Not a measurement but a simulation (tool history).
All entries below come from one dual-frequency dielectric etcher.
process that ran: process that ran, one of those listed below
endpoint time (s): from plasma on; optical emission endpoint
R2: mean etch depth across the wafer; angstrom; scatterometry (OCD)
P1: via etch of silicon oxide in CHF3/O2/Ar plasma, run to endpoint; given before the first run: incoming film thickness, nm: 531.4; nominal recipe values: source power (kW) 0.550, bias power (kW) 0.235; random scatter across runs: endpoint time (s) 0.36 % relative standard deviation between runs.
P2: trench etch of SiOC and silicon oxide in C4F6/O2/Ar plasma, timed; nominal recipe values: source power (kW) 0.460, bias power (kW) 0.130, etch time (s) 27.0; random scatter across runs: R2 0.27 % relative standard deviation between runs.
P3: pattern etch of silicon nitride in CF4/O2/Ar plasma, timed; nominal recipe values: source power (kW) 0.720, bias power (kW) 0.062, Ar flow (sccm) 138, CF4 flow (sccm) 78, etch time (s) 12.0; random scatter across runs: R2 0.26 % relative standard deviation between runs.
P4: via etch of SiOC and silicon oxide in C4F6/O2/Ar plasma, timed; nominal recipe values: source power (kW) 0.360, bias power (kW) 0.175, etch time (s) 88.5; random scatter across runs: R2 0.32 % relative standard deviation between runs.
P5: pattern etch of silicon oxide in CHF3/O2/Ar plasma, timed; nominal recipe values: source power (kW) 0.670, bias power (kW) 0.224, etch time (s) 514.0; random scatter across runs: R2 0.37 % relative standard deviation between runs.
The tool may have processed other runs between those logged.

{"run": 1, "day": 0.162, "process that ran": "P1", "source power (kW)": 0.55, "bias power (kW)": 0.235, "endpoint time (s)": 252.24}
{"run": 2, "day": 0.267, "process that ran": "P4", "source power (kW)": 0.36, "bias power (kW)": 0.175, "etch time (s)": 88.5, "R2": 957.09}
{"run": 3, "day": 0.417, "process that ran": "P3", "source power (kW)": 0.72, "bias power (kW)": 0.062, "etch time (s)": 12.0, "Ar flow (sccm)": 138, "CF4 flow (sccm)": 98, "R2": 323.72}
{"run": 4, "day": 0.588, "process that ran": "P4", "source power (kW)": 0.36, "bias power (kW)": 0.175, "etch time (s)": 88.5, "R2": 955.46}
{"run": 5, "day": 0.767, "process that ran": "P5", "source power (kW)": 0.67, "bias power (kW)": 0.224, "etch time (s)": 758.5, "R2": 16981.0}
{"run": 6, "day": 0.867, "process that ran": "P4", "source power (kW)": 0.36, "bias power (kW)": 0.135, "etch time (s)": 88.5, "R2": 884.79}
{"run": 7, "day": 0.954, "process that ran": "P4", "source power (kW)": 0.36, "bias power (kW)": 0.175, "etch time (s)": 53.0, "R2": 573.85}
{"run": 8, "day": 1.083, "process that ran": "P1", "source power (kW)": 0.7, "bias power (kW)": 0.235, "endpoint time (s)": 232.79}
{"run": 9, "day": 1.271, "process that ran": "P1", "source power (kW)": 0.55, "bias power (kW)": 0.235, "endpoint time (s)": 252.61}
{"run": 10, "day": 1.421, "process that ran": "P1", "source power (kW)": 0.55, "bias power (kW)": 0.235, "endpoint time (s)": 252.35}
{"run": 11, "day": 1.546, "process that ran": "P5", "source power (kW)": 0.67, "bias power (kW)": 0.224, "etch time (s)": 514.0, "R2": 11597.0}
{"run": 12, "day": 1.7, "process that ran": "P5", "source power (kW)": 0.52, "bias power (kW)": 0.224, "etch time (s)": 514.0, "R2": 10463.0}
{"run": 13, "day": 1.788, "process that ran": "P4", "source power (kW)": 0.47, "bias power (kW)": 0.175, "etch time (s)": 88.5, "R2": 1053.8}
{"run": 14, "day": 1.883, "process that ran": "P1", "source power (kW)": 0.55, "bias power (kW)": 0.189, "endpoint time (s)": 273.97}
{"run": 15, "day": 2.05, "process that ran": "P2", "source power (kW)": 0.56, "bias power (kW)": 0.13, "etch time (s)": 27.0, "R2": 554.29}
{"run": 16, "day": 2.15, "process that ran": "P5", "source power (kW)": 0.67, "bias power (kW)": 0.308, "etch time (s)": 514.0, "R2": 12812.0}
{"run": 17, "day": 2.3, "process that ran": "P2", "source power (kW)": 0.46, "bias power (kW)": 0.13, "etch time (s)": 20.0, "R2": 377.86}
{"run": 18, "day": 2.433, "process that ran": "P3", "source power (kW)": 0.72, "bias power (kW)": 0.062, "etch time (s)": 15.5, "Ar flow (sccm)": 138, "CF4 flow (sccm)": 78, "R2": 405.38}
{"run": 19, "day": 2.592, "process that ran": "P5", "source power (kW)": 0.67, "bias power (kW)": 0.224, "etch time (s)": 514.0, "R2": 11496.0}
{"run": 20, "day": 2.738, "process that ran": "P3", "source power (kW)": 0.5, "bias power (kW)": 0.062, "etch time (s)": 12.0, "Ar flow (sccm)": 138, "CF4 flow (sccm)": 78, "R2": 229.92}
{"run": 21, "day": 2.892, "process that ran": "P1", "source power (kW)": 0.55, "bias power (kW)": 0.235, "endpoint time (s)": 251.37}
{"run": 22, "day": 2.975, "process that ran": "P1", "source power (kW)": 0.55, "bias power (kW)": 0.235, "endpoint time (s)": 251.91}
{"run": 23, "day": 3.112, "process that ran": "P1", "source power (kW)": 0.67, "bias power (kW)": 0.155, "endpoint time (s)": 269.19}
{"run": 24, "day": 3.296, "process that ran": "P1", "source power (kW)": 0.55, "bias power (kW)": 0.235, "endpoint time (s)": 252.69}
{"run": 25, "day": 3.479, "process that ran": "P3", "source power (kW)": 0.72, "bias power (kW)": 0.038, "etch time (s)": 12.0, "Ar flow (sccm)": 138, "CF4 flow (sccm)": 78, "R2": 259.4}
{"run": 26, "day": 3.6, "process that ran": "P1", "source power (kW)": 0.34, "bias power (kW)": 0.288, "endpoint time (s)": 281.33}
{"run": 27, "day": 3.692, "process that ran": "P1", "source power (kW)": 0.55, "bias power (kW)": 0.235, "endpoint time (s)": 253.59}
{"run": 28, "day": 3.883, "process that ran": "P3", "source power (kW)": 0.72, "bias power (kW)": 0.062, "etch time (s)": 12.0, "Ar flow (sccm)": 138, "CF4 flow (sccm)": 78, "R2": 314.72}
{"run": 29, "day": 4.038, "process that ran": "P1", "source power (kW)": 0.55, "bias power (kW)": 0.293, "endpoint time (s)": 232.94}
{"run": 30, "day": 4.133, "process that ran": "P1", "source power (kW)": 0.38, "bias power (kW)": 0.235, "endpoint time (s)": 291.62}
{"run": 31, "day": 4.3, "process that ran": "P3", "source power (kW)": 0.72, "bias power (kW)": 0.062, "etch time (s)": 12.0, "Ar flow (sccm)": 95, "CF4 flow (sccm)": 78, "R2": 331.05}
{"run": 32, "day": 4.417, "process that ran": "P2", "source power (kW)": 0.46, "bias power (kW)": 0.095, "etch time (s)": 27.0, "R2": 467.9}
{"run": 33, "day": 4.596, "process that ran": "P2", "source power (kW)": 0.46, "bias power (kW)": 0.13, "etch time (s)": 27.0, "R2": 509.2}
{"run": 34, "day": 4.679, "process that ran": "P1", "source power (kW)": 0.55, "bias power (kW)": 0.235, "endpoint time (s)": 254.02}
{"run": 35, "day": 4.842, "process that ran": "P1", "source power (kW)": 0.55, "bias power (kW)": 0.235, "endpoint time (s)": 254.67}
{"run": 36, "day": 5.021, "process that ran": "P1", "source power (kW)": 0.55, "bias power (kW)": 0.235, "endpoint time (s)": 254.71}
{"run": 37, "day": 5.108, "process that ran": "P1", "source power (kW)": 0.55, "bias power (kW)": 0.235, "endpoint time (s)": 256.19}
{"run": 38, "day": 5.279, "process that ran": "P1", "source power (kW)": 0.55, "bias power (kW)": 0.235, "endpoint time (s)": 256.93}
{"run": 39, "day": 5.429, "process that ran": "P1", "source power (kW)": 0.55, "bias power (kW)": 0.235, "endpoint time (s)": 255.24}
{"run": 40, "day": 5.554, "process that ran": "P1", "source power (kW)": 0.55, "bias power (kW)": 0.235, "endpoint time (s)": 257.11}
{"day": 5.725, "done": "wet clean of the chamber"}
{"run": 41, "day": 5.738, "process that ran": "P1", "source power (kW)": 0.55, "bias power (kW)": 0.235, "endpoint time (s)": 257.42}
{"run": 42, "day": 5.921, "process that ran": "P1", "source power (kW)": 0.55, "bias power (kW)": 0.235, "endpoint time (s)": 256.53}
{"run": 43, "day": 6.104, "process that ran": "P1", "source power (kW)": 0.55, "bias power (kW)": 0.235, "endpoint time (s)": 255.73}

P1 has crept away from where it was. The log is fitted equally well by each of these 2 causes, at the sizes shown:
A: bias power that arrives under what is set, % = 4.92
B: source power that arrives under what is set, % = 4.63
The creep began at about day 4.679.
Other possible causes, and why each is ruled out:
chamber walls in a state that lowers the etch rate, %: its service at day 5.725 followed the start of the drift and did not put the process back to its old value

Consider the 4 single-wafer check runs listed below, results given as question marks: which one distinguishes between the causes by giving clearly different results for each?
{"run": "check 1", "day": 6.288, "process that ran": "P3", "source power (kW)": 0.72, "bias power (kW)": 0.062, "etch time (s)": 12.0, "Ar flow (sccm)": 138, "CF4 flow (sccm)": 78, "R2": "?"}
{"run": "check 2", "day": 6.288, "process that ran": "P4", "source power (kW)": 0.36, "bias power (kW)": 0.175, "etch time (s)": 88.5, "R2": "?"}
{"run": "check 3", "day": 6.288, "process that ran": "P2", "source power (kW)": 0.46, "bias power (kW)": 0.13, "etch time (s)": 27.0, "R2": "?"}
{"run": "check 4", "day": 6.288, "process that ran": "P5", "source power (kW)": 0.67, "bias power (kW)": 0.224, "etch time (s)": 514.0, "R2": "?"}

How each check would come out, cause by cause:
check=check_1 result=R2 if_A=308.21 if_B=302.07
check=check_2 result=R2 if_A=938.67 if_B=936.65
check=check_3 result=R2 if_A=502.87 if_B=500.69
check=check_4 result=R2 if_A=11322.00 if_B=11316.00
Minimum pairwise separation of causes per check, each pair taken at its best-separating result: check 1 2.01 %; check 2 0.22 %; check 3 0.44 %; check 4 0.05 %
The other checks would show nearly matching results whichever cause is true, so check 1 is the only one that separates the causes.

Check 1 was carried out, with these results: R2 302.68 angstrom. Which of the listed causes is responsible?

The cause is B: source power that arrives under what is set, %.

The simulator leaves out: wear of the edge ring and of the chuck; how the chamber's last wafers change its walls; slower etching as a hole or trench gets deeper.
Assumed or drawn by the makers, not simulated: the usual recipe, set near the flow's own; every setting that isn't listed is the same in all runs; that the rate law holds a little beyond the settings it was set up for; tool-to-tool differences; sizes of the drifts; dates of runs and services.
